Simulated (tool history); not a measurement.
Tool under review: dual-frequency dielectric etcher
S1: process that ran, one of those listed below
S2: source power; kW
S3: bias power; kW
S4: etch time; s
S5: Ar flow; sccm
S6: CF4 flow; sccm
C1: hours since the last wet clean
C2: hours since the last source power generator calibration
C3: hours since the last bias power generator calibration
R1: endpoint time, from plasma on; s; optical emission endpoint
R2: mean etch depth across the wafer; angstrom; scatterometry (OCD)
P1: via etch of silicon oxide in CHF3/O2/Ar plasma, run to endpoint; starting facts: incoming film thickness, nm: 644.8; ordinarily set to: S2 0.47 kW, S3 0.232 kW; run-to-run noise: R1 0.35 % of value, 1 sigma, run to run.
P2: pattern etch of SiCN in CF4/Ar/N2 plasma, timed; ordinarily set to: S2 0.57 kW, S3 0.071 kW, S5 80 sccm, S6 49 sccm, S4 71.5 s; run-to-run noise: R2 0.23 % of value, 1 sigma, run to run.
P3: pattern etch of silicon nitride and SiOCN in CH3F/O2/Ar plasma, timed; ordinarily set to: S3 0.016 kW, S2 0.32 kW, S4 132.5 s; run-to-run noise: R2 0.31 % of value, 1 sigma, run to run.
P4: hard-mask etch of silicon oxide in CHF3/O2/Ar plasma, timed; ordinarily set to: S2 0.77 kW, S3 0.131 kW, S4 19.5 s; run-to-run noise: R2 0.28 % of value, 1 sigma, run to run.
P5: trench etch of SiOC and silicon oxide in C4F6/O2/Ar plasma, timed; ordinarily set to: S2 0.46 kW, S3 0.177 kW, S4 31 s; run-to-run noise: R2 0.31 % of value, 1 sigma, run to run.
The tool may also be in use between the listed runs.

Run 1, hour 2: S1 P1, S2 0.47 kW, S3 0.232 kW; C1 54.4; C2 685.5; C3 2888.3. Result: R1 326.53 s.
Run 2, hour 5: S1 P5, S2 0.46 kW, S3 0.177 kW, S4 31 s; C1 57.4; C2 688.5; C3 2891.3. Result: R2 666.71 angstrom.
Run 3, hour 9.2: S1 P1, S2 0.6 kW, S3 0.232 kW; C1 61.6; C2 692.7; C3 2895.5. Result: R1 299.67 s.
Run 4, hour 11.2: S1 P2, S2 0.57 kW, S3 0.071 kW, S4 71.5 s, S5 80 sccm, S6 49 sccm; C1 63.6; C2 694.7; C3 2897.5. Result: R2 727.19 angstrom.
Run 5, hour 13.1: S1 P1, S2 0.47 kW, S3 0.232 kW; C1 65.5; C2 696.6; C3 2899.4. Result: R1 328.18 s.
Run 6, hour 17.3: S1 P1, S2 0.29 kW, S3 0.232 kW; C1 69.7; C2 700.8; C3 2903.6. Result: R1 395.54 s.
Run 7, hour 21.1: S1 P1, S2 0.47 kW, S3 0.232 kW; C1 73.5; C2 704.6; C3 2907.4. Result: R1 329.54 s.
Run 8, hour 24.5: S1 P3, S2 0.32 kW, S3 0.016 kW, S4 132.5 s; C1 76.9; C2 708; C3 2910.8. Result: R2 145.65 angstrom.
Run 9, hour 27.1: S1 P1, S2 0.47 kW, S3 0.232 kW; C1 79.5; C2 710.6; C3 2913.4. Result: R1 328.48 s.
Run 10, hour 29.2: S1 P2, S2 0.57 kW, S3 0.071 kW, S4 71.5 s, S5 49 sccm, S6 49 sccm; C1 81.6; C2 712.7; C3 2915.5. Result: R2 781.53 angstrom.
Run 11, hour 31.7: S1 P2, S2 0.57 kW, S3 0.071 kW, S4 71.5 s, S5 80 sccm, S6 39 sccm; C1 84.1; C2 715.2; C3 2918. Result: R2 700.46 angstrom.
Run 12, hour 34.7: S1 P4, S2 0.77 kW, S3 0.131 kW, S4 25 s; C1 87.1; C2 718.2; C3 2921. Result: R2 500.53 angstrom.
Run 13, hour 38: S1 P1, S2 0.47 kW, S3 0.232 kW; C1 90.4; C2 721.5; C3 2924.3. Result: R1 330.63 s.
Run 14, hour 41.4: S1 P1, S2 0.32 kW, S3 0.146 kW; C1 93.8; C2 724.9; C3 2927.7. Result: R1 448.77 s.
Run 15, hour 43.6: S1 P1, S2 0.47 kW, S3 0.232 kW; C1 96; C2 727.1; C3 2929.9. Result: R1 330.98 s.
Run 16, hour 45.6: S1 P5, S2 0.46 kW, S3 0.177 kW, S4 17.5 s; C1 98; C2 729.1; C3 2931.9. Result: R2 376.22 angstrom.
Run 17, hour 47.6: S1 P3, S2 0.32 kW, S3 0.01 kW, S4 132.5 s; C1 100; C2 731.1; C3 2933.9. Result: R2 121.52 angstrom.
Run 18, hour 50.1: S1 P1, S2 0.47 kW, S3 0.232 kW; C1 102.5; C2 733.6; C3 2936.4. Result: R1 329.93 s.
Run 19, hour 53: S1 P2, S2 0.8 kW, S3 0.071 kW, S4 71.5 s, S5 80 sccm, S6 49 sccm; C1 105.4; C2 736.5; C3 2939.3. Result: R2 980.49 angstrom.
Run 20, hour 55.8: S1 P4, S2 0.77 kW, S3 0.131 kW, S4 19.5 s; C1 108.2; C2 739.3; C3 2942.1. Result: R2 387.99 angstrom.
Run 21, hour 58.9: S1 P4, S2 0.77 kW, S3 0.131 kW, S4 19.5 s; C1 111.3; C2 742.4; C3 2945.2. Result: R2 389.94 angstrom.
Run 22, hour 61.5: S1 P2, S2 0.57 kW, S3 0.053 kW, S4 71.5 s, S5 80 sccm, S6 49 sccm; C1 113.9; C2 745; C3 2947.8. Result: R2 660.04 angstrom.
Run 23, hour 63.4: S1 P4, S2 0.77 kW, S3 0.164 kW, S4 19.5 s; C1 115.8; C2 746.9; C3 2949.7. Result: R2 418.09 angstrom.
Run 24, hour 65.8: S1 P2, S2 0.57 kW, S3 0.071 kW, S4 105.5 s, S5 80 sccm, S6 49 sccm; C1 118.2; C2 749.3; C3 2952.1. Result: R2 1078.5 angstrom.
Run 25, hour 69.3: S1 P5, S2 0.27 kW, S3 0.177 kW, S4 31 s; C1 121.7; C2 752.8; C3 2955.6. Result: R2 539.22 angstrom.
Run 26, hour 73.5: S1 P5, S2 0.46 kW, S3 0.211 kW, S4 31 s; C1 125.9; C2 757; C3 2959.8. Result: R2 698.97 angstrom.
Run 27, hour 75.4: S1 P1, S2 0.34 kW, S3 0.161 kW; C1 127.8; C2 758.9; C3 2961.7. Result: R1 422.21 s.
Run 28, hour 79.2: S1 P3, S2 0.44 kW, S3 0.016 kW, S4 132.5 s; C1 131.6; C2 762.7; C3 2965.5. Result: R2 163.28 angstrom.
Run 29, hour 82.4: S1 P1, S2 0.47 kW, S3 0.276 kW; C1 134.8; C2 765.9; C3 2968.7. Result: R1 309.62 s.
Run 30, hour 85.2: S1 P3, S2 0.32 kW, S3 0.016 kW, S4 193.5 s; C1 137.6; C2 768.7; C3 2971.5. Result: R2 212.93 angstrom.
At hour 86.4: source power generator calibrated.
Run 31, hour 87.2: S1 P1, S2 0.47 kW, S3 0.161 kW; C1 139.6; C2 0.8; C3 2973.5. Result: R1 370.86 s.
Run 32, hour 89.8: S1 P2, S2 0.57 kW, S3 0.071 kW, S4 71.5 s, S5 80 sccm, S6 49 sccm; C1 142.2; C2 3.4; C3 2976.1. Result: R2 727.42 angstrom.
Run 33, hour 92.4: S1 P4, S2 0.46 kW, S3 0.131 kW, S4 19.5 s; C1 144.8; C2 6; C3 2978.7. Result: R2 318.48 angstrom.
Run 34, hour 96.8: S1 P1, S2 0.47 kW, S3 0.232 kW; C1 149.2; C2 10.4; C3 2983.1. Result: R1 329.41 s.
Run 35, hour 99.1: S1 P1, S2 0.47 kW, S3 0.232 kW; C1 151.5; C2 12.7; C3 2985.4. Result: R1 330.68 s.
Run 36, hour 103.1: S1 P1, S2 0.47 kW, S3 0.232 kW; C1 155.5; C2 16.7; C3 2989.4. Result: R1 331.67 s.
Run 37, hour 106.2: S1 P1, S2 0.47 kW, S3 0.232 kW; C1 158.6; C2 19.8; C3 2992.5. Result: R1 333.34 s.
Run 38, hour 108.2: S1 P1, S2 0.47 kW, S3 0.232 kW; C1 160.6; C2 21.8; C3 2994.5. Result: R1 334.44 s.
Run 39, hour 111.3: S1 P1, S2 0.47 kW, S3 0.232 kW; C1 163.7; C2 24.9; C3 2997.6. Result: R1 333.93 s.
Run 40, hour 115.5: S1 P1, S2 0.47 kW, S3 0.232 kW; C1 167.9; C2 29.1; C3 3001.8. Result: R1 334.23 s.
At hour 116.8: wet clean of the chamber.
Run 41, hour 119.3: S1 P1, S2 0.47 kW, S3 0.232 kW; C1 2.5; C2 32.9; C3 3005.6. Result: R1 333.12 s.
Run 42, hour 122.4: S1 P1, S2 0.47 kW, S3 0.232 kW; C1 5.6; C2 36; C3 3008.7. Result: R1 333.47 s.
Run 43, hour 125.1: S1 P1, S2 0.47 kW, S3 0.232 kW; C1 8.3; C2 38.7; C3 3011.4. Result: R1 333.35 s.
Run 44, hour 128.2: S1 P1, S2 0.47 kW, S3 0.232 kW; C1 11.4; C2 41.8; C3 3014.5. Result: R1 334 s.
Run 45, hour 131.6: S1 P1, S2 0.47 kW, S3 0.232 kW; C1 14.8; C2 45.2; C3 3017.9. Result: R1 334.39 s.

The log shows P1 creeping away from where it was. Any of the 2 causes listed here, at the size stated for it, fits the log just as well as the others:
A: source power that arrives under what is set, % = 4.52
B: bias power that arrives under what is set, % = 4.75
At approximately hour 96.8, the process output began to creep.
Every other cause this tool's parts could produce, and why it does not fit the log:
chamber walls in a state that lowers the etch rate, %: serviced at hour 116.8, which brought nothing back

Below are 4 check runs, each on a single wafer, with their results shown as question marks. Which of them would tell the listed causes apart, meaning the causes would give clearly different results under it?
Run check 1, hour 135: S1 P2, S2 0.57 kW, S3 0.071 kW, S4 88.5 s, S5 54 sccm, S6 49 sccm. Result: R2 ?.
Run check 2, hour 135: S1 P3, S2 0.43 kW, S3 0.016 kW, S4 185.5 s. Result: R2 ?.
Run check 3, hour 135: S1 P4, S2 0.54 kW, S3 0.158 kW, S4 19.5 s. Result: R2 ?.
Run check 4, hour 135: S1 P5, S2 0.29 kW, S3 0.177 kW, S4 21 s. Result: R2 ?.

Outcome of each check run for each possible cause:
  check  result    if A    if B
check 1      R2  918.16  941.51
check 2      R2  223.33   222.6
check 3      R2  353.57  354.21
check 4      R2  370.11  370.95
Per-check spread between the two closest causes, in the result where they differ most: check 1 2.51 %; check 2 0.32 %; check 3 0.18 %; check 4 0.23 %
The other checks would show nearly matching results whichever cause is true, so check 1 is the only one that separates the causes.

Check 1 was then run and gave: R2 941.78 angstrom. Which cause is it?

It is B: bias power that arrives under what is set, %.
